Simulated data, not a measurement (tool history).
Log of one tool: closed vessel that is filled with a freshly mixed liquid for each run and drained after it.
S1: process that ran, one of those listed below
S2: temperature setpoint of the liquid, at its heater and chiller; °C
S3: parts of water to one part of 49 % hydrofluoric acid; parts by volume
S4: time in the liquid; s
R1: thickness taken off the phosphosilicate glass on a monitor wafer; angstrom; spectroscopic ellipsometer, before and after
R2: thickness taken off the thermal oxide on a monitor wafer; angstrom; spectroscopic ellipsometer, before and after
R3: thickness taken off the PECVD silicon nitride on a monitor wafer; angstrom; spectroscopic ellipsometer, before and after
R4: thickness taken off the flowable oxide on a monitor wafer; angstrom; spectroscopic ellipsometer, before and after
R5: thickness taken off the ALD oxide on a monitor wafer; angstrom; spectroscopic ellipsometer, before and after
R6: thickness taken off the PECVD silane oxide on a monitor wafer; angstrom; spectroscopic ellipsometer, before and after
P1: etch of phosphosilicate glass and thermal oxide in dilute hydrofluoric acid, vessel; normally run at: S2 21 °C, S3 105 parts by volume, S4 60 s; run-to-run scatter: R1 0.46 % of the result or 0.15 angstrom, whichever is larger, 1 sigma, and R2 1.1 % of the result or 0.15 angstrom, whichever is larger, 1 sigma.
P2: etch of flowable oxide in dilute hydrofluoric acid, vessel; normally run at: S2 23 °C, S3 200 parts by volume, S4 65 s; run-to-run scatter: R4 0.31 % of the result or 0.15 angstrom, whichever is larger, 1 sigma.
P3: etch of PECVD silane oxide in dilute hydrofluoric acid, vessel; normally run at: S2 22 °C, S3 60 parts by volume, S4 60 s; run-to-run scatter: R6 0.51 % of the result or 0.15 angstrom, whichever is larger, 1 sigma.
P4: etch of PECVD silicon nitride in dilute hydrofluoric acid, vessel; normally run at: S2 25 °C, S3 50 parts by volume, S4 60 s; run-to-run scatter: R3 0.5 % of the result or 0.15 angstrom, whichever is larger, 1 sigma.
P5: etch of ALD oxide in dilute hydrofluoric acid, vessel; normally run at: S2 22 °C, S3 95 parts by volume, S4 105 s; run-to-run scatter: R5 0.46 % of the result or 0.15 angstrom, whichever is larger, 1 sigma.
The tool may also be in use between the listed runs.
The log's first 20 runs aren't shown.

run    day  S1    S2   S3  S4      R1      R2      R3      R4  R5      R6
 21  3.058  P2    23  200  65                          81.311
 22   3.25  P3    22   20  60                                      897.44
 23  3.458  P1    21  105  60  454.88  24.265
 24  3.638  P1    21  105  60  459.43  24.656
 25  3.779  P3    22   60  60                                      282.54
 26  3.983  P1  25.5  105  60  547.67  29.309
 27  4.183  P4    25   50  60                  67.112
 28  4.308  P4    25   50  90                  100.57
 29  4.429  P3    22   60  60                                      283.78
 30  4.621  P3    28   60  60                                      361.11

Run 31 comes next. What will it give?
 31  4.746  P5  22  95  105                   ?

{"run 31": {"R5": 111.74}}

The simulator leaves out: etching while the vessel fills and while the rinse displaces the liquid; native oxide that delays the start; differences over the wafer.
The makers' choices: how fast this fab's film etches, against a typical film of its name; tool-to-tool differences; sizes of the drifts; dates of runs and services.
